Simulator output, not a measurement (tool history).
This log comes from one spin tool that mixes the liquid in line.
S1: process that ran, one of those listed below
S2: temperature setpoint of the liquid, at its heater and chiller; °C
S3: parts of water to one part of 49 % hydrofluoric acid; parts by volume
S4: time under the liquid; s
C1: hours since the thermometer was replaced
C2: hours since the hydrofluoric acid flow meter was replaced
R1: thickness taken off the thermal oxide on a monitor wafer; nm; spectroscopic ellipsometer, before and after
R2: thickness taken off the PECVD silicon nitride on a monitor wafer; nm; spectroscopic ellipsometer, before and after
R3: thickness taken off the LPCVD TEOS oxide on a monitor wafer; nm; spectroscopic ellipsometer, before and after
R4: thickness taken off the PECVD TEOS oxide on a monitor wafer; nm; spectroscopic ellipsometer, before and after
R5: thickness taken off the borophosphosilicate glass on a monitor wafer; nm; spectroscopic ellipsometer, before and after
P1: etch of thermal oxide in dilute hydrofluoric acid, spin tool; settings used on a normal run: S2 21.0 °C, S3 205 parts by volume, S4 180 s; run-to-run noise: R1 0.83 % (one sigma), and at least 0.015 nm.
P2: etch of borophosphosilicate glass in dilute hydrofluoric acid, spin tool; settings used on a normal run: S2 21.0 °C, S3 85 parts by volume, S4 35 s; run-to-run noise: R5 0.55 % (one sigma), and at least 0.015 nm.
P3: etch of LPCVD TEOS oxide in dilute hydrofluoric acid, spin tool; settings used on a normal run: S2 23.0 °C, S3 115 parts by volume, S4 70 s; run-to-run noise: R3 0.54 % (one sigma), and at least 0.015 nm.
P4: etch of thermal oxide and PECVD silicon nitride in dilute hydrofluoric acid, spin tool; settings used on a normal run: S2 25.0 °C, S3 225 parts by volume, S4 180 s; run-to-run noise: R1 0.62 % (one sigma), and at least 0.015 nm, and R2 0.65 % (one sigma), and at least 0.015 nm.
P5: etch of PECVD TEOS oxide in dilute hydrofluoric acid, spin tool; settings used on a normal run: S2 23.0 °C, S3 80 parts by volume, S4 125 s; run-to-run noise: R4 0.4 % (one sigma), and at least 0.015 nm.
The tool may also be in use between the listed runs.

run 1 hour=10.8 | S1=P1 S2=21.0 S3=205 S4=180 | C1=545.0 C2=891.2 | R1=3.16470
run 2 hour=19.9 | S1=P1 S2=21.0 S3=40 S4=180 | C1=554.1 C2=900.3 | R1=19.47500
run 3 hour=29.5 | S1=P4 S2=18.5 S3=225 S4=180 | C1=563.7 C2=909.9 | R1=2.77610 R2=2.6872
run 4 hour=37.2 | S1=P1 S2=21.0 S3=205 S4=180 | C1=571.4 C2=917.6 | R1=3.18700
run 5 hour=48.2 | S1=P3 S2=23.0 S3=115 S4=70 | C1=582.4 C2=928.6 | R3=9.2983
run 6 hour=59.5 | S1=P5 S2=23.0 S3=80 S4=125 | C1=593.7 C2=939.9 | R4=16.9180
run 7 hour=73.7 | S1=P1 S2=21.0 S3=130 S4=265 | C1=607.9 C2=954.1 | R1=7.91620
run 8 hour=88.6 | S1=P4 S2=25.0 S3=400 S4=180 | C1=622.8 C2=969.0 | R1=1.63630 R2=2.2873
run 9 hour=104.4 | S1=P1 S2=21.0 S3=205 S4=180 | C1=638.6 C2=984.8 | R1=3.18870
run 10 hour=120.8 | S1=P5 S2=23.0 S3=140 S4=125 | C1=655.0 C2=1001.2 | R4=9.0791
run 11 hour=132.6 | S1=P4 S2=25.0 S3=225 S4=180 | C1=666.8 C2=1013.0 | R1=3.46180 R2=4.1028
run 12 hour=144.8 | S1=P1 S2=21.0 S3=205 S4=180 | C1=679.0 C2=1025.2 | R1=3.20320
run 13 hour=156.9 | S1=P1 S2=21.0 S3=205 S4=295 | C1=691.1 C2=1037.3 | R1=5.21490
run 14 hour=165.6 | S1=P3 S2=23.0 S3=115 S4=115 | C1=699.8 C2=1046.0 | R3=15.5380
run 15 hour=181.4 | S1=P3 S2=17.5 S3=115 S4=70 | C1=715.6 C2=1061.8 | R3=7.5314
run 16 hour=192.1 | S1=P5 S2=23.0 S3=80 S4=125 | C1=726.3 C2=1072.5 | R4=17.0420
run 17 hour=201.2 | S1=P5 S2=17.5 S3=80 S4=125 | C1=735.4 C2=1081.6 | R4=13.4850
run 18 hour=209.2 | S1=P2 S2=28.5 S3=85 S4=35 | C1=743.4 C2=1089.6 | R5=31.0300
run 19 hour=224.6 | S1=P2 S2=21.0 S3=85 S4=35 | C1=758.8 C2=1105.0 | R5=22.8700
run 20 hour=237.9 | S1=P5 S2=23.0 S3=80 S4=15 | C1=772.1 C2=1118.3 | R4=2.0124
run 21 hour=251.2 | S1=P4 S2=25.0 S3=225 S4=180 | C1=785.4 C2=1131.6 | R1=3.49470 R2=4.0712
run 22 hour=261.7 | S1=P1 S2=27.5 S3=50 S4=180 | C1=795.9 C2=1142.1 | R1=20.40600
run 23 hour=275.7 | S1=P1 S2=17.0 S3=205 S4=180 | C1=809.9 C2=1156.1 | R1=2.74350
run 24 hour=285.8 | S1=P4 S2=25.0 S3=225 S4=90 | C1=820.0 C2=1166.2 | R1=1.72010 R2=2.0402
run 25 hour=301.6 | S1=P2 S2=21.0 S3=85 S4=35 | C1=835.8 C2=1182.0 | R5=22.7290
run 26 hour=314.1 | S1=P1 S2=21.0 S3=205 S4=180 | C1=848.3 C2=1194.5 | R1=3.17340
run 27 hour=322.3 | S1=P2 S2=21.0 S3=25 S4=35 | C1=856.5 C2=1202.7 | R5=82.7970
run 28 hour=330.1 | S1=P1 S2=21.0 S3=205 S4=55 | C1=864.3 C2=1210.5 | R1=0.98332
run 29 hour=339.2 | S1=P3 S2=23.0 S3=210 S4=70 | C1=873.4 C2=1219.6 | R3=4.6178
run 30 hour=347.7 | S1=P1 S2=27.0 S3=205 S4=180 | C1=881.9 C2=1228.1 | R1=4.04700
run 31 hour=357.4 | S1=P2 S2=21.0 S3=85 S4=15 | C1=891.6 C2=1237.8 | R5=9.7442
run 32 hour=366.2 | S1=P1 S2=21.0 S3=310 S4=180 | C1=900.4 C2=1246.6 | R1=1.92280
run 33 hour=382.5 | S1=P1 S2=21.0 S3=205 S4=180 | C1=916.7 C2=1262.9 | R1=3.18540
run 34 hour=392.8 | S1=P1 S2=21.0 S3=205 S4=180 | C1=927.0 C2=1273.2 | R1=3.22230
run 35 hour=409.2 | S1=P1 S2=21.0 S3=205 S4=180 | C1=943.4 C2=1289.6 | R1=3.39500
run 36 hour=423.9 | S1=P1 S2=21.0 S3=205 S4=180 | C1=958.1 C2=1304.3 | R1=3.31270
run 37 hour=431.1 | S1=P1 S2=21.0 S3=205 S4=180 | C1=965.3 C2=1311.5 | R1=3.41390
run 38 hour=440.9 | S1=P1 S2=21.0 S3=205 S4=180 | C1=975.1 C2=1321.3 | R1=3.40290
run 39 hour=453.5 | S1=P1 S2=21.0 S3=205 S4=180 | C1=987.7 C2=1333.9 | R1=3.39760
run 40 hour=467.1 | S1=P1 S2=21.0 S3=205 S4=180 | C1=1001.3 C2=1347.5 | R1=3.42570
run 41 hour=474.4 | S1=P1 S2=21.0 S3=205 S4=180 | C1=1008.6 C2=1354.8 | R1=3.42450
run 42 hour=489.9 | S1=P1 S2=21.0 S3=205 S4=180 | C1=1024.1 C2=1370.3 | R1=3.44000
run 43 hour=503.1 | S1=P1 S2=21.0 S3=205 S4=180 | C1=1037.3 C2=1383.5 | R1=3.42340
run 44 hour=511.5 | S1=P1 S2=21.0 S3=205 S4=180 | C1=1045.7 C2=1391.9 | R1=3.44800
run 45 hour=519.5 | S1=P1 S2=21.0 S3=205 S4=180 | C1=1053.7 C2=1399.9 | R1=3.45120

What P1 gives has crept off from where it sat before. The 2 causes that follow fit the log equally well, each at the size noted:
A: hydrofluoric acid flow above the setpoint (%) = 6.88
B: liquid hotter than its thermometer reads (K) = 2.13
The creep began at about hour 392.8.

Which of the 4 check runs listed below, each an average over 2 wafers with its results shown as question marks, gives clearly different results under the different listed causes?
run check 1 hour=527.5 | S1=P4 S2=20.0 S3=350 S4=180 | R1=? R2=?
run check 2 hour=527.5 | S1=P3 S2=23.0 S3=205 S4=70 | R3=?
run check 3 hour=527.5 | S1=P5 S2=23.0 S3=115 S4=15 | R4=?
run check 4 hour=527.5 | S1=P2 S2=25.5 S3=85 S4=15 | R5=?

Expected result of each check under each candidate cause:
check=check_1 result=R1 if_A=1.81370 if_B=1.79330
check=check_1 result=R2 if_A=2.0706 if_B=2.2155
check=check_2 result=R3 if_A=5.1866 if_B=5.1759
check=check_3 result=R4 if_A=1.4691 if_B=1.4812
check=check_4 result=R5 if_A=12.5720 if_B=12.6950
Smallest distance between any two causes, each pair judged by its most separating result, in per cent: check 1 6.76 %; check 2 0.2 %; check 3 0.82 %; check 4 0.97 %
Of the check runs offered, only check 1 discriminates between the causes; the rest would read about the same regardless of which cause applies.

Check 1 was carried out, with these results: R1 1.80220 nm; R2 2.2108 nm. Which of the listed causes is responsible?

B is the cause: liquid hotter than its thermometer reads (K).

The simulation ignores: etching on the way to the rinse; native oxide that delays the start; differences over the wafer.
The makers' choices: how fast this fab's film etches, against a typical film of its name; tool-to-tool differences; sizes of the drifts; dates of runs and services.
